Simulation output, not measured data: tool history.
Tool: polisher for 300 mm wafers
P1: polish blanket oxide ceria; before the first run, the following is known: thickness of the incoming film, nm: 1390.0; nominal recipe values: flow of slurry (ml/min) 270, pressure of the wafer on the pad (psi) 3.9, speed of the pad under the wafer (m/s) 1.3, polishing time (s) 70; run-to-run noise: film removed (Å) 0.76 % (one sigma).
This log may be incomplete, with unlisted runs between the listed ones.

run   hour  flow of slurry (ml/min)  pressure of the wafer on the pad (psi)  speed of the pad under the wafer (m/s)  polishing time (s)  wafers polished on this pad  hours since the slurry nozzle was cleaned  hours since the head pressure was calibrated  film removed (Å)
  1      5                      270                                     3.9                                     1.3                  70                          290                                      712.5                                         626.8              5366
  2   13.4                      160                                     3.9                                     1.3                  70                          369                                      720.9                                         635.2            5016.3
  3   21.9                      270                                     3.9                                    1.78                  70                          448                                      729.4                                         643.7            7301.2
  4     30                      270                                     2.4                                     1.3                  70                          524                                      737.5                                         651.8              3281
  5   34.1                      270                                     5.8                                     1.3                  70                          562                                      741.6                                         655.9            7924.2
  6   39.1                      270                                     5.5                                     1.3                  48                          608                                      746.6                                         660.9            5205.4
  7   46.8                      270                                     5.5                                     0.9                  70                          680                                      754.3                                         668.6            5134.1
  8   55.1                      375                                     3.9                                     1.3                  70                          758                                      762.6                                         676.9            5523.8
  9   62.9                      270                                     3.9                                     1.3                  70                          831                                      770.4                                         684.7            5265.2
 10   69.3                      270                                     3.9                                     1.3                  70                          890                                      776.8                                         691.1            5364.6
 11   74.3                      270                                     3.9                                     0.8                  70                          937                                      781.8                                         696.1            3269.3
 12   81.8                      270                                     3.9                                     1.3                  70                         1007                                      789.3                                         703.6            5328.6
 13   86.8                      270                                     3.9                                     1.3                  70                         1054                                      794.3                                         708.6            5357.7
 14   93.2                      270                                     3.9                                     1.3                  42                         1114                                      800.7                                           715            3209.7
 15     98                      270                                     3.9                                     1.3                 102                         1158                                      805.5                                         719.8            7755.1
 16  106.5                      270                                     3.9                                     1.3                  70                         1238                                        814                                         728.3            5399.5
 17  114.3                      270                                     3.9                                     1.3                  70                         1311                                      821.8                                         736.1            5185.5
 18  122.8                      270                                     3.9                                     1.3                  70                         1390                                      830.3                                         744.6            5118.2
 19  127.8                      270                                     3.9                                     1.3                  70                         1437                                      835.3                                         749.6            5037.3
 20  134.3                      270                                     3.9                                     1.3                  70                         1497                                      841.8                                         756.1            5123.2

Expected results for the next run?
       137  -- head pressure recalibrated
 21  141.1                      270                                     3.9                                     1.3                  70                         1561                                      848.6                                           4.1                 ?

Run 21 came out at film removed (Å) 5110.8.

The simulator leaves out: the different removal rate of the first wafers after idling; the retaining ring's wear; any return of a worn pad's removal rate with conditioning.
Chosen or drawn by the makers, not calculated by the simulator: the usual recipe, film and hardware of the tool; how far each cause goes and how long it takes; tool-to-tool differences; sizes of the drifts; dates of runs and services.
